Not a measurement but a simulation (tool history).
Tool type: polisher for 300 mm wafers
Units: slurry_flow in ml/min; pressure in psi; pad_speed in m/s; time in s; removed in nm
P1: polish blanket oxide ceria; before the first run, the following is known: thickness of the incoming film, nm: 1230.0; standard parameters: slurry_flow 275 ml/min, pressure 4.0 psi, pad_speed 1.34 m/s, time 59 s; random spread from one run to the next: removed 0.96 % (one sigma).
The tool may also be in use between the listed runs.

run	hour	slurry_flow	pressure	pad_speed	time	wafers polished on this pad	hours since the slurry nozzle was cleaned	hours since the head pressure was calibrated	removed
1	4.4	275	4.0	1.34	59	635	438.9	140.0	452.55
2	6.6	275	4.0	1.34	59	662	441.1	142.2	458.40
3	9.1	165	4.0	1.34	59	693	443.6	144.7	434.25
4	13.2	275	5.9	1.34	81	744	447.7	148.8	937.64
5	16.8	275	6.2	1.34	59	788	451.3	152.4	709.21
6	20.9	275	4.0	1.34	59	839	455.4	156.5	459.80
7	23.2	275	4.0	1.34	59	867	457.7	158.8	455.77
8	25.7	275	1.8	1.34	59	898	460.2	161.3	207.05
9	27.8	275	4.0	1.34	27	924	462.3	163.4	212.24
10	30.8	275	4.0	1.34	59	961	465.3	166.4	454.54
11	35.1	275	4.0	1.34	59	1014	469.6	170.7	467.06
12	38.0	275	4.0	0.68	59	1050	472.5	173.6	235.13
13	40.1	275	4.0	1.34	59	1076	474.6	175.7	461.24
14	44.5	365	4.0	1.34	59	1130	479.0	180.1	467.36
15	46.8	275	4.0	1.74	59	1159	481.3	182.4	604.22

Predict the results of run 16:
16	51.2	275	4.0	1.34	90	1213	485.7	186.8	?

Run 16 came out at removed 702.07 nm.
